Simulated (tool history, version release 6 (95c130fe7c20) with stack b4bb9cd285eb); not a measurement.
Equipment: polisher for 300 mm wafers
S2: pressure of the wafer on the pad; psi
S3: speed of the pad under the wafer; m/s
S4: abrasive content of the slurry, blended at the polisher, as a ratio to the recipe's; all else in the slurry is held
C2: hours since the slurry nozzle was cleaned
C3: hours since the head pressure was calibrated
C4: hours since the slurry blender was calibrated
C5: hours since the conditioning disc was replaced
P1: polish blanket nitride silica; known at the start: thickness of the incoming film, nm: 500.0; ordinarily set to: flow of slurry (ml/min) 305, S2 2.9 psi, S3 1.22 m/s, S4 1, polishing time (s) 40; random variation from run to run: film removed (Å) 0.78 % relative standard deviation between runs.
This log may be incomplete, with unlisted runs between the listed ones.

Run 1, day 0.408: flow of slurry (ml/min) 305, S2 2.9 psi, S3 1.22 m/s, S4 1, polishing time (s) 40; wafers polished on this pad 326; C2 209.6; C3 748.2; C4 208.6; C5 41.1. Result: film removed (Å) 302.62.
Run 2, day 0.888: flow of slurry (ml/min) 305, S2 2.9 psi, S3 1.22 m/s, S4 1, polishing time (s) 40; wafers polished on this pad 446; C2 221.1; C3 759.7; C4 220.1; C5 52.6. Result: film removed (Å) 300.51.
Run 3, day 1.121: flow of slurry (ml/min) 305, S2 2.9 psi, S3 1.22 m/s, S4 1, polishing time (s) 40; wafers polished on this pad 505; C2 226.7; C3 765.3; C4 225.7; C5 58.2. Result: film removed (Å) 299.71.
Run 4, day 1.338: flow of slurry (ml/min) 185, S2 2.9 psi, S3 1.22 m/s, S4 1, polishing time (s) 40; wafers polished on this pad 560; C2 231.9; C3 770.5; C4 230.9; C5 63.4. Result: film removed (Å) 284.39.
Run 5, day 1.721: flow of slurry (ml/min) 305, S2 2.9 psi, S3 1.22 m/s, S4 1, polishing time (s) 18; wafers polished on this pad 656; C2 241.1; C3 779.7; C4 240.1; C5 72.6. Result: film removed (Å) 132.82.
Run 6, day 2.008: flow of slurry (ml/min) 305, S2 2.9 psi, S3 1.22 m/s, S4 1, polishing time (s) 40; wafers polished on this pad 728; C2 248; C3 786.6; C4 247; C5 79.5. Result: film removed (Å) 301.48.
Run 7, day 2.492: flow of slurry (ml/min) 305, S2 1.4 psi, S3 1.22 m/s, S4 1, polishing time (s) 25; wafers polished on this pad 850; C2 259.6; C3 798.2; C4 258.6; C5 91.1. Result: film removed (Å) 89.831.
Run 8, day 2.875: flow of slurry (ml/min) 305, S2 4.3 psi, S3 0.62 m/s, S4 1, polishing time (s) 40; wafers polished on this pad 946; C2 268.8; C3 807.4; C4 267.8; C5 100.3. Result: film removed (Å) 258.38.
Run 9, day 3.121: flow of slurry (ml/min) 305, S2 2.9 psi, S3 1.72 m/s, S4 1, polishing time (s) 40; wafers polished on this pad 1008; C2 274.7; C3 813.3; C4 273.7; C5 106.2. Result: film removed (Å) 394.2.
Run 10, day 3.55: flow of slurry (ml/min) 305, S2 2.9 psi, S3 1.22 m/s, S4 1, polishing time (s) 40; wafers polished on this pad 1116; C2 285; C3 823.6; C4 284; C5 116.5. Result: film removed (Å) 294.56.
Run 11, day 3.796: flow of slurry (ml/min) 305, S2 2.9 psi, S3 1.22 m/s, S4 1, polishing time (s) 62; wafers polished on this pad 1178; C2 290.9; C3 829.5; C4 289.9; C5 122.4. Result: film removed (Å) 459.21.
Run 12, day 4.079: flow of slurry (ml/min) 390, S2 2.9 psi, S3 1.22 m/s, S4 1, polishing time (s) 40; wafers polished on this pad 1249; C2 297.7; C3 836.3; C4 296.7; C5 129.2. Result: film removed (Å) 304.98.
Run 13, day 4.412: flow of slurry (ml/min) 305, S2 2.9 psi, S3 0.54 m/s, S4 1, polishing time (s) 40; wafers polished on this pad 1333; C2 305.7; C3 844.3; C4 304.7; C5 137.2. Result: film removed (Å) 153.35.
Run 14, day 4.842: flow of slurry (ml/min) 305, S2 1.4 psi, S3 1.22 m/s, S4 1, polishing time (s) 40; wafers polished on this pad 1441; C2 316; C3 854.6; C4 315; C5 147.5. Result: film removed (Å) 144.34.
Run 15, day 5.104: flow of slurry (ml/min) 305, S2 2.9 psi, S3 1.22 m/s, S4 1.35, polishing time (s) 40; wafers polished on this pad 1507; C2 322.3; C3 860.9; C4 321.3; C5 153.8. Result: film removed (Å) 339.9.
Run 16, day 5.496: flow of slurry (ml/min) 305, S2 2.9 psi, S3 1.76 m/s, S4 1.35, polishing time (s) 40; wafers polished on this pad 1606; C2 331.7; C3 870.3; C4 330.7; C5 163.2. Result: film removed (Å) 452.42.
Run 17, day 5.854: flow of slurry (ml/min) 305, S2 2.9 psi, S3 1.22 m/s, S4 0.6, polishing time (s) 40; wafers polished on this pad 1696; C2 340.3; C3 878.9; C4 339.3; C5 171.8. Result: film removed (Å) 228.91.
Run 18, day 6.079: flow of slurry (ml/min) 305, S2 4.1 psi, S3 1.22 m/s, S4 1, polishing time (s) 40; wafers polished on this pad 1752; C2 345.7; C3 884.3; C4 344.7; C5 177.2. Result: film removed (Å) 423.3.
Run 19, day 6.35: flow of slurry (ml/min) 305, S2 2.9 psi, S3 1.22 m/s, S4 1, polishing time (s) 40; wafers polished on this pad 1820; C2 352.2; C3 890.8; C4 351.2; C5 183.7. Result: film removed (Å) 296.74.
Run 20, day 6.833: flow of slurry (ml/min) 305, S2 2.9 psi, S3 1.22 m/s, S4 1, polishing time (s) 40; wafers polished on this pad 1942; C2 363.8; C3 902.4; C4 362.8; C5 195.3. Result: film removed (Å) 298.11.
Run 21, day 7.217: flow of slurry (ml/min) 305, S2 2.9 psi, S3 1.22 m/s, S4 1, polishing time (s) 40; wafers polished on this pad 2038; C2 373; C3 911.6; C4 372; C5 204.5. Result: film removed (Å) 285.68.
Run 22, day 7.658: flow of slurry (ml/min) 305, S2 2.9 psi, S3 1.22 m/s, S4 1, polishing time (s) 40; wafers polished on this pad 2150; C2 383.6; C3 922.2; C4 382.6; C5 215.1. Result: film removed (Å) 276.47.
Run 23, day 8.062: flow of slurry (ml/min) 305, S2 2.9 psi, S3 1.22 m/s, S4 1, polishing time (s) 40; wafers polished on this pad 2251; C2 393.3; C3 931.9; C4 392.3; C5 224.8. Result: film removed (Å) 264.24.
At day 8.267: conditioning disc replaced and pad reconditioned.
Run 24, day 8.338: flow of slurry (ml/min) 305, S2 2.9 psi, S3 1.22 m/s, S4 1, polishing time (s) 40; wafers polished on this pad 2320; C2 399.9; C3 938.5; C4 398.9; C5 1.8. Result: film removed (Å) 262.6.
Run 25, day 8.575: flow of slurry (ml/min) 305, S2 2.9 psi, S3 1.22 m/s, S4 1, polishing time (s) 40; wafers polished on this pad 2380; C2 405.6; C3 944.2; C4 404.6; C5 7.5. Result: film removed (Å) 263.61.

Run 26, settings as shown, results not yet in. Your forecast:
At day 8.858: head pressure recalibrated.
Run 26, day 9.017: flow of slurry (ml/min) 305, S2 2.9 psi, S3 1.22 m/s, S4 1, polishing time (s) 40; wafers polished on this pad 2491; C2 416.2; C3 3.9; C4 415.2; C5 18.1. Result: film removed (Å) ?.

Run 26 came out at film removed (Å) 263.68.
